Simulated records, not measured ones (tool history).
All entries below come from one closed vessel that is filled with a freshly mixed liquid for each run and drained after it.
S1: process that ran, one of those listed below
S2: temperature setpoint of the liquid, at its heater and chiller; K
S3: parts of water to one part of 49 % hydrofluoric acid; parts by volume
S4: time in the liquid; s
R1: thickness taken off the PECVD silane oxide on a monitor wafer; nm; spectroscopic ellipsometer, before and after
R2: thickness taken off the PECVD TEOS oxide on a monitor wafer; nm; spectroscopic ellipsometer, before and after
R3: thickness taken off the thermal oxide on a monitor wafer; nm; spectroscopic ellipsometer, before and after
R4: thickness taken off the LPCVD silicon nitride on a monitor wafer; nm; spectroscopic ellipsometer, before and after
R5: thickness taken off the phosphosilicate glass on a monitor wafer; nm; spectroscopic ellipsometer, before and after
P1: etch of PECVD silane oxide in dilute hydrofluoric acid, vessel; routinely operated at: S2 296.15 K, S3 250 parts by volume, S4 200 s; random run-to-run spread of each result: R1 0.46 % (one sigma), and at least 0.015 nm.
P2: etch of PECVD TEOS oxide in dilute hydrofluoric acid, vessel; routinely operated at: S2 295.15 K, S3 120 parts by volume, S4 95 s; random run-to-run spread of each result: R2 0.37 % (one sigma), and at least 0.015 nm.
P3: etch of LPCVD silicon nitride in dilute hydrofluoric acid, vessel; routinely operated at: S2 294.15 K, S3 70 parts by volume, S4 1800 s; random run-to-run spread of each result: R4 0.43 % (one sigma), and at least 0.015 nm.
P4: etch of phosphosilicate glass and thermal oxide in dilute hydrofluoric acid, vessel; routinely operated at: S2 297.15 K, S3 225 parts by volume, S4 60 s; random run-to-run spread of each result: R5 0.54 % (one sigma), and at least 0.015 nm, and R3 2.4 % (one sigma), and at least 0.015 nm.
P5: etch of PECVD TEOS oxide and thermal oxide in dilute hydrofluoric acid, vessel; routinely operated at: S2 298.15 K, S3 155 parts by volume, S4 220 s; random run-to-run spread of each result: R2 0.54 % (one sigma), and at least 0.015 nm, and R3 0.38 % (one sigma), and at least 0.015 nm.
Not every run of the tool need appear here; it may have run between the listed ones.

| run | day | S1 | S2 | S3 | S4 | R1 | R2 | R3 | R4 | R5 |
|---|---|---|---|---|---|---|---|---|---|---|
| 1 | 0.454 | P1 | 296.15 | 250 | 200 | 21.0070 |  |  |  |  |
| 2 | 0.892 | P2 | 303.15 | 120 | 95 |  | 19.5430 |  |  |  |
| 3 | 1.229 | P5 | 298.15 | 155 | 220 |  | 32.2240 | 6.22710 |  |  |
| 4 | 1.492 | P3 | 294.15 | 70 | 2590 |  |  |  | 16.9620 |  |
| 5 | 1.883 | P1 | 290.15 | 365 | 200 | 10.4730 |  |  |  |  |
| 6 | 2.367 | P1 | 296.15 | 250 | 200 | 20.9160 |  |  |  |  |
| 7 | 2.729 | P1 | 296.15 | 250 | 200 | 20.8380 |  |  |  |  |
| 8 | 3.054 | P1 | 296.15 | 125 | 200 | 48.3740 |  |  |  |  |
| 9 | 3.567 | P5 | 298.15 | 155 | 220 |  | 32.2160 | 6.20130 |  |  |
| 10 | 4.025 | P1 | 296.15 | 250 | 45 | 4.6938 |  |  |  |  |
|  | 4.054 | hydrofluoric acid flow meter replaced |
| 11 | 4.346 | P2 | 295.15 | 120 | 30 |  | 4.5263 |  |  |  |
| 12 | 4.858 | P4 | 297.15 | 225 | 115 |  |  | 2.25200 |  | 37.2640 |
| 13 | 5.275 | P1 | 296.15 | 250 | 370 | 38.6100 |  |  |  |  |
| 14 | 5.700 | P1 | 290.15 | 250 | 200 | 16.7960 |  |  |  |  |
| 15 | 6.083 | P2 | 295.15 | 120 | 95 |  | 14.3350 |  |  |  |
| 16 | 6.383 | P5 | 298.15 | 290 | 220 |  | 14.8720 | 2.87000 |  |  |
| 17 | 6.846 | P1 | 301.15 | 250 | 200 | 25.1400 |  |  |  |  |
| 18 | 7.292 | P4 | 297.15 | 225 | 60 |  |  | 1.13950 |  | 19.4660 |
| 19 | 7.562 | P3 | 294.15 | 70 | 1800 |  |  |  | 11.7590 |  |
| 20 | 8.058 | P1 | 296.15 | 250 | 200 | 20.7760 |  |  |  |  |
| 21 | 8.346 | P2 | 295.15 | 210 | 95 |  | 7.3943 |  |  |  |
| 22 | 8.750 | P5 | 303.65 | 155 | 220 |  | 39.6880 | 7.55660 |  |  |
| 23 | 9.075 | P5 | 298.15 | 155 | 35 |  | 5.1224 | 0.98049 |  |  |
| 24 | 9.396 | P4 | 297.15 | 390 | 60 |  |  | 0.55402 |  | 9.5233 |
| 25 | 9.754 | P3 | 294.15 | 110 | 1800 |  |  |  | 7.5753 |  |
| 26 | 10.071 | P4 | 290.15 | 225 | 60 |  |  | 0.87760 |  | 14.9590 |
| 27 | 10.554 | P1 | 296.15 | 365 | 200 | 12.8740 |  |  |  |  |
| 28 | 10.854 | P3 | 290.15 | 70 | 1800 |  |  |  | 8.9158 |  |
| 29 | 11.221 | P1 | 296.15 | 250 | 200 | 20.9310 |  |  |  |  |
| 30 | 11.700 | P1 | 296.15 | 250 | 200 | 20.2610 |  |  |  |  |
| 31 | 11.954 | P1 | 296.15 | 250 | 200 | 20.1640 |  |  |  |  |
| 32 | 12.279 | P1 | 296.15 | 250 | 200 | 20.0450 |  |  |  |  |
| 33 | 12.575 | P1 | 296.15 | 250 | 200 | 19.9640 |  |  |  |  |
| 34 | 12.962 | P1 | 296.15 | 250 | 200 | 19.8820 |  |  |  |  |
| 35 | 13.279 | P1 | 296.15 | 250 | 200 | 19.9050 |  |  |  |  |
| 36 | 13.692 | P1 | 296.15 | 250 | 200 | 19.9020 |  |  |  |  |

Compared with where it was, what P1 gives has crept away. Each cause listed below fits the log as well as the rest, at the size given for it:
A: liquid colder than its thermometer reads (K) = 1.47
B: hydrofluoric acid flow below the setpoint (%) = 4.19
The onset of the drift is placed at about day 11.221.

Listed below are the offered check runs, one wafer per run, with question marks in place of results. For which of them would the causes give clearly different outcomes?
| check 1 | 14.104 | P2 | 302.65 | 160 | 95 |  | ? |  |  |  |
| check 2 | 14.104 | P4 | 297.15 | 355 | 60 |  |  | ? |  | ? |
| check 3 | 14.104 | P3 | 290.15 | 70 | 1800 |  |  |  | ? |  |
| check 4 | 14.104 | P5 | 298.15 | 240 | 45 |  | ? | ? |  |  |

What every check run would give for each of its results, assuming each possible cause in turn:
| check | result | if A | if B |
|---|---|---|---|
| check 1 | R2 | 12.8810 | 12.8990 |
| check 2 | R3 | 0.59800 | 0.59375 |
| check 2 | R5 | 10.2910 | 10.2180 |
| check 3 | R4 | 8.0170 | 8.5363 |
| check 4 | R2 | 3.6691 | 3.6653 |
| check 4 | R3 | 0.70741 | 0.70669 |
Smallest distance between any two causes, each pair judged by its most separating result, in per cent: check 1 0.14 %; check 2 0.71 %; check 3 6.28 %; check 4 0.1 %
Check 3 distinguishes between the causes, while the remaining checks would return nearly the same result for all of them.

Check 3 was then run and gave: R4 8.0514 nm. Which cause is it?

It was cause A: liquid colder than its thermometer reads (K).

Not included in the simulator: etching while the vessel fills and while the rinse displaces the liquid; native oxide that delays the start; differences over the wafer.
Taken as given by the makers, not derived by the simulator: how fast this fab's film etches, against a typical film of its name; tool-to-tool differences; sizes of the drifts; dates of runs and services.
